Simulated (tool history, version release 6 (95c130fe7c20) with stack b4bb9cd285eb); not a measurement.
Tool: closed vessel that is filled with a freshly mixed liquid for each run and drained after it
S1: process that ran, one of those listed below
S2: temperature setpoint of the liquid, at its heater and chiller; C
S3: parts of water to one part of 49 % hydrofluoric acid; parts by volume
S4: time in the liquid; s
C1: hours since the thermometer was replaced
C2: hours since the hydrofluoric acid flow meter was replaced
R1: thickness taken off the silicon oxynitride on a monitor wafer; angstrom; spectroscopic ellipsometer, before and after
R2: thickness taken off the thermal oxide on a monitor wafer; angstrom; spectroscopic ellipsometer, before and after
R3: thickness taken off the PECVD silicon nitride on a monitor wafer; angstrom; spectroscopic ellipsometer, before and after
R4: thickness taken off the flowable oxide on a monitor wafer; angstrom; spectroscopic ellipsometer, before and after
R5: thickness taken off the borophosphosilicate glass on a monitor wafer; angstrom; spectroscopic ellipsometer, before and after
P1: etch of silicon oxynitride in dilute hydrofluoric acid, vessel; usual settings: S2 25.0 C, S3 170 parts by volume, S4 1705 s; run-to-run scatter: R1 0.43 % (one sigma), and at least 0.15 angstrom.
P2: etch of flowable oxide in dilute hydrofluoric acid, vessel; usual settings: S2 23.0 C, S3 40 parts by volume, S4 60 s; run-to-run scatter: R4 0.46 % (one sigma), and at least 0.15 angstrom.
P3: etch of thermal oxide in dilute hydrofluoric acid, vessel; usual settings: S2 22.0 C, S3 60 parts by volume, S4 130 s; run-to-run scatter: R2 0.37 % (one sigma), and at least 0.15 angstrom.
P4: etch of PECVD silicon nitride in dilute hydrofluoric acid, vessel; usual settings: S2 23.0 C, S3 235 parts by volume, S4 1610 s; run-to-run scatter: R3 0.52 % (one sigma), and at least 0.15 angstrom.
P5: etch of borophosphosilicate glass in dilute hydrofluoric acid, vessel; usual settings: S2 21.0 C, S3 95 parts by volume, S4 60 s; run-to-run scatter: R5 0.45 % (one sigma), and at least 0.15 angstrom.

run	hour	S1	S2	S3	S4	C1	C2	R1	R2	R3	R4	R5
1	6.8	P1	25.0	170	1705	1368.5	333.0	183.890				
2	15.3	P3	22.0	60	130	1377.0	341.5		99.276			
3	26.4	P3	22.0	20	130	1388.1	352.6		313.380			
4	34.9	P3	30.0	60	130	1396.6	361.1		136.900			
5	42.2	P1	25.0	225	2895	1403.9	368.4	226.920				
6	53.0	P1	25.0	170	1705	1414.7	379.2	182.740				
7	58.6	P1	25.0	170	2995	1420.3	384.8	321.640				
8	64.3	P4	23.0	360	1610	1426.0	390.5			73.544		
9	74.8	P2	23.0	40	60	1436.5	401.0				653.26	
10	80.9	P1	25.0	310	1705	1442.6	407.1	91.287				
# hour 87.4: thermometer replaced
11	89.2	P5	21.0	95	30	1.8	415.4					95.916
12	96.7	P2	31.0	40	60	9.3	422.9				906.77	
13	107.4	P1	19.0	170	1705	20.0	433.6	140.540				
14	114.3	P1	25.0	170	1705	26.9	440.5	184.500				
15	120.6	P3	22.0	60	65	33.2	446.8		49.694			
16	132.7	P4	23.0	235	205	45.3	458.9			13.784		
17	141.2	P5	25.5	95	60	53.8	467.4					228.650
18	150.3	P1	25.0	40	1705	62.9	476.5	868.310				
19	157.2	P1	33.0	170	1705	69.8	483.4	260.730				
20	165.3	P1	25.0	170	1705	77.9	491.5	185.000				
21	172.4	P4	23.0	235	1610	85.0	498.6			112.530		
22	177.9	P2	23.0	20	60	90.5	504.1				1351.70	
23	184.2	P1	25.0	170	430	96.8	510.4	45.952				
24	191.2	P4	30.0	235	1610	103.8	517.4			170.590		
25	199.6	P5	21.0	95	60	112.2	525.8					191.000
26	210.2	P1	25.0	170	1705	122.8	536.4	184.190				
27	221.8	P1	19.0	255	1705	134.4	548.0	88.577				
28	228.5	P2	23.0	40	115	141.1	554.7				1254.80	
29	238.5	P5	21.0	45	60	151.1	564.7					429.040
30	244.5	P1	25.0	170	1705	157.1	570.7	183.370				
31	253.7	P1	25.0	170	1705	166.3	579.9	174.600				
32	259.2	P1	25.0	170	1705	171.8	585.4	171.780				
33	270.7	P1	25.0	170	1705	183.3	596.9	169.370				
34	276.8	P1	25.0	170	1705	189.4	603.0	166.360				
35	287.2	P1	25.0	170	1705	199.8	613.4	165.720				
36	295.5	P1	25.0	170	1705	208.1	621.7	167.110				
37	303.4	P1	25.0	170	1705	216.0	629.6	164.950				

What P1 gives has crept away from where it was. These 2 causes fit the log equally well, each at the size given:
A: hydrofluoric acid flow below the setpoint (%) = 8.87
B: liquid colder than its thermometer reads (K) = 2.34
The creep began at about hour 244.5.

4 check runs are offered, one wafer each, their results left as question marks. Which one tells the causes apart?
check 1	311.3	P4	23.0	235	1610					?		
check 2	311.3	P3	22.0	60	130				?			
check 3	311.3	P5	21.0	95	60							?
check 4	311.3	P2	23.0	40	60						?	

What each check would give under each cause:
check	result	if A	if B
check 1	R3	101.960	96.250
check 2	R2	89.798	89.985
check 3	R5	172.560	173.760
check 4	R4	593.48	592.98
How far apart the two closest causes lie, in the result that separates them most: check 1 5.77 %; check 2 0.21 %; check 3 0.69 %; check 4 0.08 %
Only check 1 tells the causes apart: in the others they would give nearly the same result.

Then check 1 was run and gave: R3 96.095 angstrom. Which cause is it?

It is B: liquid colder than its thermometer reads (K).
